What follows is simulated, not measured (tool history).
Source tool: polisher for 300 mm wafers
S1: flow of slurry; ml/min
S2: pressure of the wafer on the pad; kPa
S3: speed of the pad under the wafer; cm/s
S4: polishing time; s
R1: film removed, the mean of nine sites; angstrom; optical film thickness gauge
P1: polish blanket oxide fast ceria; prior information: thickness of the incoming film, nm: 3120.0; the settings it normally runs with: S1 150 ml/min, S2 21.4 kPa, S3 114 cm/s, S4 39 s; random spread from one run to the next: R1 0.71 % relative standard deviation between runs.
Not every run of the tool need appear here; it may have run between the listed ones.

{"run": 1, "hour": 9.0, "S1": 150, "S2": 21.4, "S3": 114, "S4": 39, "R1": 9161.9}
{"run": 2, "hour": 17.6, "S1": 150, "S2": 21.4, "S3": 114, "S4": 39, "R1": 9079.2}
{"run": 3, "hour": 26.6, "S1": 150, "S2": 21.4, "S3": 114, "S4": 19, "R1": 4406.7}
{"hour": 31.1, "done": "head pressure recalibrated"}
{"run": 4, "hour": 33.8, "S1": 150, "S2": 21.4, "S3": 114, "S4": 61, "R1": 14171.0}
{"run": 5, "hour": 46.2, "S1": 150, "S2": 21.4, "S3": 114, "S4": 39, "R1": 9099.2}
{"run": 6, "hour": 56.2, "S1": 150, "S2": 21.4, "S3": 114, "S4": 39, "R1": 9164.1}
{"run": 7, "hour": 69.7, "S1": 150, "S2": 33.1, "S3": 114, "S4": 39, "R1": 14040.0}
{"run": 8, "hour": 80.1, "S1": 150, "S2": 9.7, "S3": 114, "S4": 39, "R1": 4135.4}
{"run": 9, "hour": 91.2, "S1": 150, "S2": 21.4, "S3": 114, "S4": 39, "R1": 9027.7}
{"run": 10, "hour": 105.9, "S1": 150, "S2": 21.4, "S3": 54, "S4": 39, "R1": 4304.0}
{"run": 11, "hour": 117.3, "S1": 150, "S2": 21.4, "S3": 114, "S4": 39, "R1": 9062.4}
{"run": 12, "hour": 125.0, "S1": 90, "S2": 21.4, "S3": 114, "S4": 39, "R1": 8180.3}
{"run": 13, "hour": 140.0, "S1": 150, "S2": 21.4, "S3": 170, "S4": 39, "R1": 13624.0}

Run 14 is up next; what results do you expect?
{"run": 14, "hour": 154.2, "S1": 90, "S2": 21.4, "S3": 114, "S4": 27, "R1": "?"}

Run 14 produced R1 5588.8 angstrom.
